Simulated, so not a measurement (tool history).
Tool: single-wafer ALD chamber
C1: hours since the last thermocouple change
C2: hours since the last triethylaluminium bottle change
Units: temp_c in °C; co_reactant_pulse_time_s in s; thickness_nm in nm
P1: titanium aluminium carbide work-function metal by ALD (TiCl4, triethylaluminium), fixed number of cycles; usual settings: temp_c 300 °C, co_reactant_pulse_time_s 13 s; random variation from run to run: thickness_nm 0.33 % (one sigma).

{"run": 1, "hour": 8.7, "temp_c": 300, "co_reactant_pulse_time_s": 13, "C1": 1126.7, "C2": 770.8, "thickness_nm": 1.9945}
{"run": 2, "hour": 14.3, "temp_c": 279, "co_reactant_pulse_time_s": 20.06, "C1": 1132.3, "C2": 776.4, "thickness_nm": 1.8251}
{"run": 3, "hour": 23.8, "temp_c": 300, "co_reactant_pulse_time_s": 13, "C1": 1141.8, "C2": 785.9, "thickness_nm": 1.9891}
{"run": 4, "hour": 32.6, "temp_c": 286, "co_reactant_pulse_time_s": 13, "C1": 1150.6, "C2": 794.7, "thickness_nm": 1.8786}
{"run": 5, "hour": 44.8, "temp_c": 300, "co_reactant_pulse_time_s": 13, "C1": 1162.8, "C2": 806.9, "thickness_nm": 2.0005}
{"run": 6, "hour": 56.8, "temp_c": 300, "co_reactant_pulse_time_s": 4.77, "C1": 1174.8, "C2": 818.9, "thickness_nm": 1.6253}
{"run": 7, "hour": 67.5, "temp_c": 300, "co_reactant_pulse_time_s": 13, "C1": 1185.5, "C2": 829.6, "thickness_nm": 1.9941}
{"run": 8, "hour": 73.9, "temp_c": 320, "co_reactant_pulse_time_s": 5, "C1": 1191.9, "C2": 836, "thickness_nm": 1.7944}
{"run": 9, "hour": 85.8, "temp_c": 300, "co_reactant_pulse_time_s": 13, "C1": 1203.8, "C2": 847.9, "thickness_nm": 1.9809}
{"run": 10, "hour": 94.3, "temp_c": 300, "co_reactant_pulse_time_s": 13, "C1": 1212.3, "C2": 856.4, "thickness_nm": 1.9988}
{"run": 11, "hour": 106.4, "temp_c": 300, "co_reactant_pulse_time_s": 13, "C1": 1224.4, "C2": 868.5, "thickness_nm": 2.0097}
{"run": 12, "hour": 113.4, "temp_c": 279, "co_reactant_pulse_time_s": 9.67, "C1": 1231.4, "C2": 875.5, "thickness_nm": 1.7756}
{"run": 13, "hour": 119.8, "temp_c": 317, "co_reactant_pulse_time_s": 13, "C1": 1237.8, "C2": 881.9, "thickness_nm": 2.1388}
{"run": 14, "hour": 129.9, "temp_c": 300, "co_reactant_pulse_time_s": 19.44, "C1": 1247.9, "C2": 892, "thickness_nm": 2.0143}
{"run": 15, "hour": 136.0, "temp_c": 300, "co_reactant_pulse_time_s": 13, "C1": 1254, "C2": 898.1, "thickness_nm": 1.9846}
{"run": 16, "hour": 145.4, "temp_c": 300, "co_reactant_pulse_time_s": 13, "C1": 1263.4, "C2": 907.5, "thickness_nm": 1.9859}
{"run": 17, "hour": 151.3, "temp_c": 300, "co_reactant_pulse_time_s": 13, "C1": 1269.3, "C2": 913.4, "thickness_nm": 1.9804}
{"run": 18, "hour": 161.0, "temp_c": 300, "co_reactant_pulse_time_s": 13, "C1": 1279, "C2": 923.1, "thickness_nm": 1.9609}
{"run": 19, "hour": 171.7, "temp_c": 300, "co_reactant_pulse_time_s": 13, "C1": 1289.7, "C2": 933.8, "thickness_nm": 1.9588}
{"run": 20, "hour": 178.3, "temp_c": 300, "co_reactant_pulse_time_s": 13, "C1": 1296.3, "C2": 940.4, "thickness_nm": 1.9552}
{"run": 21, "hour": 188.2, "temp_c": 300, "co_reactant_pulse_time_s": 13, "C1": 1306.2, "C2": 950.3, "thickness_nm": 1.9477}
{"run": 22, "hour": 195.6, "temp_c": 300, "co_reactant_pulse_time_s": 13, "C1": 1313.6, "C2": 957.7, "thickness_nm": 1.9529}
{"run": 23, "hour": 203.0, "temp_c": 300, "co_reactant_pulse_time_s": 13, "C1": 1321, "C2": 965.1, "thickness_nm": 1.9403}
{"run": 24, "hour": 208.8, "temp_c": 300, "co_reactant_pulse_time_s": 13, "C1": 1326.8, "C2": 970.9, "thickness_nm": 1.9653}
{"run": 25, "hour": 218.6, "temp_c": 300, "co_reactant_pulse_time_s": 13, "C1": 1336.6, "C2": 980.7, "thickness_nm": 1.9609}
{"run": 26, "hour": 228.0, "temp_c": 300, "co_reactant_pulse_time_s": 13, "C1": 1346, "C2": 990.1, "thickness_nm": 1.9541}

What P1 gives has crept away from where it was. These 2 causes fit the log equally well, each at the size given:
A: triethylaluminium dose below that of a fresh bottle (%) = 23.5
B: wafer temperature below the value expected at the setpoint (K) = 4.92
The creep began at about hour 136.

4 check runs are offered, one wafer each, their results left as question marks. Which one tells the causes apart?
{"run": "check 1", "hour": 237.4, "temp_c": 313, "co_reactant_pulse_time_s": 13, "thickness_nm": "?"}
{"run": "check 2", "hour": 237.4, "temp_c": 311, "co_reactant_pulse_time_s": 13, "thickness_nm": "?"}
{"run": "check 3", "hour": 237.4, "temp_c": 310, "co_reactant_pulse_time_s": 13, "thickness_nm": "?"}
{"run": "check 4", "hour": 237.4, "temp_c": 300, "co_reactant_pulse_time_s": 7.58, "thickness_nm": "?"}

What each check would give under each cause:
check=check_1 result=thickness_nm if_A=2.0647 if_B=2.0667
check=check_2 result=thickness_nm if_A=2.0475 if_B=2.0492
check=check_3 result=thickness_nm if_A=2.039 if_B=2.0405
check=check_4 result=thickness_nm if_A=1.7458 if_B=1.8313
How far apart the two closest causes lie, in the result that separates them most: check 1 0.1 %; check 2 0.08 %; check 3 0.08 %; check 4 4.78 %
Check 4 tells the causes apart: in the others they would give nearly the same result.

Then check 4 was run and gave: thickness_nm 1.8239 nm. Which cause is it?

It is B: wafer temperature below the value expected at the setpoint (K).

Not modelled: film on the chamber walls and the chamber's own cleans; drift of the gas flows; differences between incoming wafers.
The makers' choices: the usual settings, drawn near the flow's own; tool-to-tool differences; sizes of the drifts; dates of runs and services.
